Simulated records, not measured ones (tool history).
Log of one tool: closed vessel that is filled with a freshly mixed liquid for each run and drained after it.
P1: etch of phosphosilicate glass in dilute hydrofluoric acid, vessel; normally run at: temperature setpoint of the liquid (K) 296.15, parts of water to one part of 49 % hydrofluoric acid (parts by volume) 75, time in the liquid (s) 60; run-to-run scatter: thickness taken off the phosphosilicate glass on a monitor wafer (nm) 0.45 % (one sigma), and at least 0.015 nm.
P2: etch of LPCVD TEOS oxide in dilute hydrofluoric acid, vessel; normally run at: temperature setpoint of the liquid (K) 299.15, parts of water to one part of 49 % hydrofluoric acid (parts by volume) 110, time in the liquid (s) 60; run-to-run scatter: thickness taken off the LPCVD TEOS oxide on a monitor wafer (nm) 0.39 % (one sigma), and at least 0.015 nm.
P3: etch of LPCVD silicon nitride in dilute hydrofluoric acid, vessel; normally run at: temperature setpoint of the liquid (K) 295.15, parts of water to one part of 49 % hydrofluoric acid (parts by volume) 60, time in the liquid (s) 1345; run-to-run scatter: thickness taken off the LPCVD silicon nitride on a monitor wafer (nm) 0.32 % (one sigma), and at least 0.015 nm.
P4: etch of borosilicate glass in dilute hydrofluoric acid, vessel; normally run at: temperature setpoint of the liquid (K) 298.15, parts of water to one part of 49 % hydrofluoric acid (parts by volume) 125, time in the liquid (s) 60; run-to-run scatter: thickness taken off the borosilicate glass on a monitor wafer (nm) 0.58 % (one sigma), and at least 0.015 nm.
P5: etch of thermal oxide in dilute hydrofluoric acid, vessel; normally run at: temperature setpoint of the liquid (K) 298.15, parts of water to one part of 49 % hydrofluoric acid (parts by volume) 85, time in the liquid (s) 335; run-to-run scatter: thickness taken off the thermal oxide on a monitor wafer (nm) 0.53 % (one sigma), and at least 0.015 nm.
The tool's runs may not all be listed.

| run | hour | process that ran | temperature setpoint of the liquid (K) | parts of water to one part of 49 % hydrofluoric acid (parts by volume) | time in the liquid (s) | hours since the thermometer was replaced | hours since the hydrofluoric acid flow meter was replaced | thickness taken off the phosphosilicate glass on a monitor wafer (nm) | thickness taken off the LPCVD TEOS oxide on a monitor wafer (nm) | thickness taken off the borosilicate glass on a monitor wafer (nm) | thickness taken off the thermal oxide on a monitor wafer (nm) | thickness taken off the LPCVD silicon nitride on a monitor wafer (nm) |
|---|---|---|---|---|---|---|---|---|---|---|---|---|
| 1 | 13.9 | P1 | 296.15 | 75 | 60 | 534.5 | 862.6 | 47.963 |  |  |  |  |
| 2 | 25.2 | P1 | 296.15 | 75 | 60 | 545.8 | 873.9 | 47.657 |  |  |  |  |
| 3 | 37.4 | P1 | 296.15 | 75 | 60 | 558.0 | 886.1 | 48.003 |  |  |  |  |
| 4 | 51.1 | P2 | 299.15 | 175 | 60 | 571.7 | 899.8 |  | 18.564 |  |  |  |
| 5 | 61.0 | P4 | 298.15 | 125 | 35 | 581.6 | 909.7 |  |  | 8.328 |  |  |
|  | 73.6 | hydrofluoric acid flow meter replaced |
| 6 | 74.3 | P4 | 298.15 | 125 | 60 | 594.9 | 0.7 |  |  | 14.511 |  |  |
| 7 | 85.4 | P5 | 298.15 | 85 | 65 | 606.0 | 11.8 |  |  |  | 3.7867 |  |
| 8 | 100.6 | P1 | 296.15 | 75 | 60 | 621.2 | 27.0 | 47.886 |  |  |  |  |
| 9 | 110.2 | P5 | 298.15 | 50 | 335 | 630.8 | 36.6 |  |  |  | 34.8180 |  |
| 10 | 123.8 | P3 | 290.15 | 60 | 1345 | 644.4 | 50.2 |  |  |  |  | 6.1712 |
| 11 | 133.2 | P1 | 296.15 | 75 | 30 | 653.8 | 59.6 | 24.024 |  |  |  |  |
| 12 | 145.2 | P1 | 296.15 | 75 | 60 | 665.8 | 71.6 | 47.975 |  |  |  |  |
| 13 | 152.4 | P1 | 296.15 | 120 | 60 | 673.0 | 78.8 | 28.207 |  |  |  |  |
| 14 | 165.9 | P1 | 303.65 | 75 | 60 | 686.5 | 92.3 | 64.687 |  |  |  |  |
| 15 | 176.0 | P3 | 295.15 | 60 | 1345 | 696.6 | 102.4 |  |  |  |  | 8.7189 |
| 16 | 186.8 | P1 | 296.15 | 75 | 110 | 707.4 | 113.2 | 87.783 |  |  |  |  |
| 17 | 198.7 | P4 | 298.15 | 80 | 60 | 719.3 | 125.1 |  |  | 23.849 |  |  |
| 18 | 211.2 | P3 | 295.15 | 60 | 585 | 731.8 | 137.6 |  |  |  |  | 3.8136 |
| 19 | 223.4 | P5 | 298.15 | 85 | 335 | 744.0 | 149.8 |  |  |  | 19.5040 |  |
| 20 | 230.7 | P1 | 290.15 | 75 | 35 | 751.3 | 157.1 | 21.776 |  |  |  |  |
| 21 | 237.6 | P3 | 295.15 | 90 | 1345 | 758.2 | 164.0 |  |  |  |  | 5.8493 |
| 22 | 248.5 | P4 | 298.15 | 125 | 60 | 769.1 | 174.9 |  |  | 14.379 |  |  |
| 23 | 257.0 | P1 | 296.15 | 35 | 60 | 777.6 | 183.4 | 108.420 |  |  |  |  |
| 24 | 272.3 | P2 | 299.15 | 110 | 115 | 792.9 | 198.7 |  | 61.367 |  |  |  |
| 25 | 287.0 | P1 | 290.65 | 75 | 60 | 807.6 | 213.4 | 38.132 |  |  |  |  |
| 26 | 299.1 | P2 | 299.15 | 110 | 60 | 819.7 | 225.5 |  | 32.139 |  |  |  |
| 27 | 313.0 | P4 | 303.65 | 125 | 60 | 833.6 | 239.4 |  |  | 17.672 |  |  |
| 28 | 322.4 | P1 | 290.65 | 75 | 105 | 843.0 | 248.8 | 66.015 |  |  |  |  |
| 29 | 333.0 | P2 | 307.15 | 110 | 60 | 853.6 | 259.4 |  | 43.106 |  |  |  |
| 30 | 345.6 | P3 | 295.15 | 60 | 1345 | 866.2 | 272.0 |  |  |  |  | 8.6841 |
| 31 | 353.2 | P5 | 304.15 | 85 | 335 | 873.8 | 279.6 |  |  |  | 24.5640 |  |
| 32 | 364.3 | P1 | 296.15 | 75 | 60 | 884.9 | 290.7 | 47.602 |  |  |  |  |
| 33 | 373.0 | P1 | 296.15 | 75 | 60 | 893.6 | 299.4 | 49.694 |  |  |  |  |
| 34 | 380.6 | P1 | 296.15 | 75 | 60 | 901.2 | 307.0 | 50.851 |  |  |  |  |
| 35 | 389.5 | P1 | 296.15 | 75 | 60 | 910.1 | 315.9 | 51.425 |  |  |  |  |
| 36 | 399.4 | P1 | 296.15 | 75 | 60 | 920.0 | 325.8 | 52.348 |  |  |  |  |
| 37 | 407.7 | P1 | 296.15 | 75 | 60 | 928.3 | 334.1 | 52.334 |  |  |  |  |
| 38 | 419.2 | P1 | 296.15 | 75 | 60 | 939.8 | 345.6 | 52.102 |  |  |  |  |
| 39 | 430.2 | P1 | 296.15 | 75 | 60 | 950.8 | 356.6 | 52.705 |  |  |  |  |

What P1 gives has crept away from where it was. These 2 causes fit the log equally well, each at the size given:
A: liquid hotter than its thermometer reads (K) = 2.27
B: hydrofluoric acid flow above the setpoint (%) = 8.72
The creep began at about hour 364.3.

4 check runs are offered, one wafer each, their results left as question marks. Which one tells the causes apart?
| check 1 | 441.2 | P2 | 299.15 | 110 | 60 |  |  |  | ? |  |  |  |
| check 2 | 441.2 | P4 | 298.15 | 125 | 60 |  |  |  |  | ? |  |  |
| check 3 | 441.2 | P5 | 298.15 | 85 | 335 |  |  |  |  |  | ? |  |
| check 4 | 441.2 | P3 | 295.15 | 60 | 1345 |  |  |  |  |  |  | ? |

What each check would give under each cause:
| check | result | if A | if B |
|---|---|---|---|
| check 1 | thickness taken off the LPCVD TEOS oxide on a monitor wafer (nm) | 34.928 | 35.213 |
| check 2 | thickness taken off the borosilicate glass on a monitor wafer (nm) | 15.719 | 15.867 |
| check 3 | thickness taken off the thermal oxide on a monitor wafer (nm) | 21.3690 | 21.4380 |
| check 4 | thickness taken off the LPCVD silicon nitride on a monitor wafer (nm) | 10.1460 | 9.4444 |
How far apart the two closest causes lie, in the result that separates them most: check 1 0.81 %; check 2 0.94 %; check 3 0.32 %; check 4 7.17 %
Only check 4 tells the causes apart: in the others they would give nearly the same result.

Check 4 was then run and gave: thickness taken off the LPCVD silicon nitride on a monitor wafer (nm) 9.4307. Which cause is it?

It is B: hydrofluoric acid flow above the setpoint (%).
